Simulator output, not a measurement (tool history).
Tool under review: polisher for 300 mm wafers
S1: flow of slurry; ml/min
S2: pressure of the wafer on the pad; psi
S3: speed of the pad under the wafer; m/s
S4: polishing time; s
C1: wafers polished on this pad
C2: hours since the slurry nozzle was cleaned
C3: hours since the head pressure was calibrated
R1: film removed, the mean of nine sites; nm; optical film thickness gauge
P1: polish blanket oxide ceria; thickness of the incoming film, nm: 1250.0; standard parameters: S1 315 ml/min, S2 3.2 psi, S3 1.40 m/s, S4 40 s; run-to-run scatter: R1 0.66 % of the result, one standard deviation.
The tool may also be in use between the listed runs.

run	day	S1	S2	S3	S4	C1	C2	C3	R1
1	0.167	315	3.2	1.40	40	336	116.7	493.0	281.83
2	0.312	315	3.2	1.40	62	363	120.2	496.5	439.00
3	0.550	315	3.2	1.40	40	407	125.9	502.2	285.55
4	0.783	315	3.2	2.14	40	450	131.5	507.8	431.98
5	1.029	315	1.4	1.40	40	495	137.4	513.7	123.78
6	1.175	315	3.2	1.40	19	522	140.9	517.2	133.65
7	1.408	315	4.8	1.40	40	566	146.5	522.8	431.33
8	1.617	315	3.2	0.72	40	604	151.5	527.8	147.75
9	1.842	315	3.2	1.40	40	646	156.9	533.2	281.63
10	2.021	315	3.2	1.40	40	679	161.2	537.5	284.63
11	2.258	440	3.2	1.40	40	723	166.9	543.2	292.63
# day 2.358: slurry nozzle cleaned
12	2.492	315	3.2	1.40	40	766	3.2	548.8	280.53
13	2.712	190	3.2	1.40	40	807	8.5	554.1	269.22
14	2.917	315	3.2	1.40	40	845	13.4	559.0	284.96
15	3.142	475	3.2	1.40	51	887	18.8	564.4	376.37

Run 16 comes next. What will it give?
16	3.338	485	3.2	0.68	40	923	23.5	569.1	?

{"run 16": {"R1": 142.4}}
